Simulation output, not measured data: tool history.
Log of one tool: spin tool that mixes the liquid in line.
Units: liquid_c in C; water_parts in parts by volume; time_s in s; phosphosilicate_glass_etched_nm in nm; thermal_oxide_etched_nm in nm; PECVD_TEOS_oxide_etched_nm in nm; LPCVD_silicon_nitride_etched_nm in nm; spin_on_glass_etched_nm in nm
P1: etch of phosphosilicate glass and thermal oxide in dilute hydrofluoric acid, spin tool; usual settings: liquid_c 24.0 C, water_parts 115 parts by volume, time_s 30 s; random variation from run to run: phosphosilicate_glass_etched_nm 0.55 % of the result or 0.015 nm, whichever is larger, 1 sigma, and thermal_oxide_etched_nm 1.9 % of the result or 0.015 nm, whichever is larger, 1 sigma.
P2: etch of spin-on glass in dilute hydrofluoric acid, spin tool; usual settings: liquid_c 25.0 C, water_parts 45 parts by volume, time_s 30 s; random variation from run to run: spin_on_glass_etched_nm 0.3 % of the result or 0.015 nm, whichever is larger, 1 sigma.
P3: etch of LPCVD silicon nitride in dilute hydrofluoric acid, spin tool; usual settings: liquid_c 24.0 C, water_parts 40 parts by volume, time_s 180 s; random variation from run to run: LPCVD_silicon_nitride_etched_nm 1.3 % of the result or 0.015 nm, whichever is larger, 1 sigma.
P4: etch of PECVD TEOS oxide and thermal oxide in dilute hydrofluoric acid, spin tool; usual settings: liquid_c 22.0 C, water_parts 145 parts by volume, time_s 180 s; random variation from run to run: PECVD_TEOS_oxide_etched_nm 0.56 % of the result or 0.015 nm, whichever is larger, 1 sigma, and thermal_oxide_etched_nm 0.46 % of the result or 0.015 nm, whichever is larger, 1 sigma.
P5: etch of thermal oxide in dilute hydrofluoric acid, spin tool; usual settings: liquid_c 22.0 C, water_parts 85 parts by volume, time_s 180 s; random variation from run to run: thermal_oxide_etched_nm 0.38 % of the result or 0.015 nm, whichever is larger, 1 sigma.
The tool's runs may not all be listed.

| run | hour | process | liquid_c | water_parts | time_s | phosphosilicate_glass_etched_nm | thermal_oxide_etched_nm | PECVD_TEOS_oxide_etched_nm | LPCVD_silicon_nitride_etched_nm | spin_on_glass_etched_nm |
|---|---|---|---|---|---|---|---|---|---|---|
| 1 | 12.8 | P1 | 24.0 | 115 | 30 | 38.832 | 1.25150 |  |  |  |
| 2 | 23.2 | P4 | 22.0 | 145 | 15 |  | 0.40581 | 0.78527 |  |  |
| 3 | 35.7 | P1 | 29.0 | 115 | 30 | 47.210 | 1.50670 |  |  |  |
| 4 | 49.3 | P3 | 24.0 | 40 | 180 |  |  |  | 2.1884 |  |
| 5 | 60.7 | P2 | 25.0 | 75 | 30 |  |  |  |  | 13.736 |
| 6 | 70.5 | P1 | 24.0 | 170 | 55 | 45.111 | 1.42980 |  |  |  |
| 7 | 84.6 | P1 | 24.0 | 115 | 50 | 65.013 | 2.08570 |  |  |  |
| 8 | 97.1 | P4 | 29.0 | 145 | 180 |  | 6.67770 | 12.22500 |  |  |
| 9 | 109.8 | P1 | 28.0 | 115 | 15 | 23.023 | 0.69852 |  |  |  |
| 10 | 121.8 | P2 | 33.5 | 45 | 30 |  |  |  |  | 33.318 |
| 11 | 131.0 | P2 | 25.0 | 45 | 30 |  |  |  |  | 23.902 |
| 12 | 145.8 | P5 | 22.0 | 85 | 340 |  | 17.77000 |  |  |  |
| 13 | 160.0 | P5 | 27.5 | 85 | 180 |  | 11.74400 |  |  |  |
| 14 | 167.3 | P2 | 25.0 | 45 | 15 |  |  |  |  | 11.964 |
| 15 | 179.1 | P5 | 22.0 | 135 | 180 |  | 5.62040 |  |  |  |
| 16 | 191.5 | P5 | 22.0 | 85 | 180 |  | 9.49310 |  |  |  |
| 17 | 198.3 | P5 | 22.0 | 85 | 180 |  | 9.38500 |  |  |  |
| 18 | 212.1 | P3 | 30.0 | 40 | 180 |  |  |  | 3.2043 |  |
| 19 | 219.7 | P4 | 22.0 | 35 | 180 |  | 24.37800 | 44.59500 |  |  |
| 20 | 229.3 | P1 | 24.0 | 70 | 30 | 67.912 | 2.19920 |  |  |  |
| 21 | 240.4 | P1 | 24.0 | 115 | 30 | 38.467 | 1.25430 |  |  |  |
| 22 | 249.6 | P3 | 24.0 | 40 | 180 |  |  |  | 2.1884 |  |
| 23 | 259.6 | P1 | 24.0 | 115 | 30 | 38.709 | 1.24740 |  |  |  |
| 24 | 275.0 | P1 | 24.0 | 115 | 15 | 19.344 | 0.61511 |  |  |  |
| 25 | 286.9 | P3 | 24.0 | 40 | 350 |  |  |  | 4.2305 |  |
| 26 | 298.3 | P1 | 24.0 | 115 | 30 | 39.056 | 1.24750 |  |  |  |
| 27 | 307.3 | P3 | 24.0 | 20 | 180 |  |  |  | 4.2097 |  |
| 28 | 316.7 | P1 | 19.5 | 115 | 30 | 32.614 | 1.00850 |  |  |  |
| 29 | 332.0 | P1 | 24.0 | 115 | 30 | 39.184 | 1.24330 |  |  |  |
| 30 | 346.4 | P1 | 24.0 | 210 | 30 | 19.072 | 0.60494 |  |  |  |
| 31 | 357.1 | P1 | 24.0 | 115 | 30 | 39.182 | 1.18950 |  |  |  |
| 32 | 369.1 | P4 | 22.0 | 145 | 180 |  | 5.21620 | 9.39560 |  |  |
| 33 | 380.2 | P1 | 24.0 | 115 | 30 | 39.074 | 1.23510 |  |  |  |
| 34 | 391.2 | P1 | 24.0 | 115 | 30 | 37.475 | 1.18980 |  |  |  |
| 35 | 402.1 | P1 | 24.0 | 115 | 30 | 37.505 | 1.19510 |  |  |  |
| 36 | 417.7 | P1 | 24.0 | 115 | 30 | 36.603 | 1.12400 |  |  |  |
| 37 | 432.5 | P1 | 24.0 | 115 | 30 | 35.999 | 1.13020 |  |  |  |
| 38 | 442.5 | P1 | 24.0 | 115 | 30 | 35.835 | 1.12500 |  |  |  |
| 39 | 457.4 | P1 | 24.0 | 115 | 30 | 35.668 | 1.11170 |  |  |  |
| 40 | 469.9 | P1 | 24.0 | 115 | 30 | 35.694 | 1.16250 |  |  |  |
| 41 | 482.1 | P1 | 24.0 | 115 | 30 | 35.219 | 1.15400 |  |  |  |

What P1 gives has crept away from where it was. These 2 causes fit the log equally well, each at the size given:
A: liquid colder than its thermometer reads (K) = 2.22
B: hydrofluoric acid flow below the setpoint (%) = 7.37
The creep began at about hour 380.2.

4 check runs are offered, each on 2 wafers whose results are averaged, their results left as question marks. Which one tells the causes apart?
| check 1 | 494.3 | P2 | 31.5 | 60 | 30 |  |  |  |  | ? |
| check 2 | 494.3 | P4 | 27.5 | 95 | 180 |  | ? | ? |  |  |
| check 3 | 494.3 | P5 | 22.0 | 110 | 310 |  | ? |  |  |  |
| check 4 | 494.3 | P3 | 24.0 | 40 | 335 |  |  |  | ? |  |

What each check would give under each cause:
| check | result | if A | if B |
|---|---|---|---|
| check 1 | spin_on_glass_etched_nm | 20.804 | 20.847 |
| check 2 | thermal_oxide_etched_nm | 9.51160 | 9.50890 |
| check 2 | PECVD_TEOS_oxide_etched_nm | 17.33900 | 17.33400 |
| check 3 | thermal_oxide_etched_nm | 11.14600 | 11.18300 |
| check 4 | LPCVD_silicon_nitride_etched_nm | 3.4836 | 3.7628 |
How far apart the two closest causes lie, in the result that separates them most: check 1 0.21 %; check 2 0.03 %; check 3 0.33 %; check 4 7.71 %
Check 4 tells the causes apart: in the others they would give nearly the same result.

Check 4 was then run and gave: LPCVD_silicon_nitride_etched_nm 3.4929 nm. Which cause is it?

It is A: liquid colder than its thermometer reads (K).

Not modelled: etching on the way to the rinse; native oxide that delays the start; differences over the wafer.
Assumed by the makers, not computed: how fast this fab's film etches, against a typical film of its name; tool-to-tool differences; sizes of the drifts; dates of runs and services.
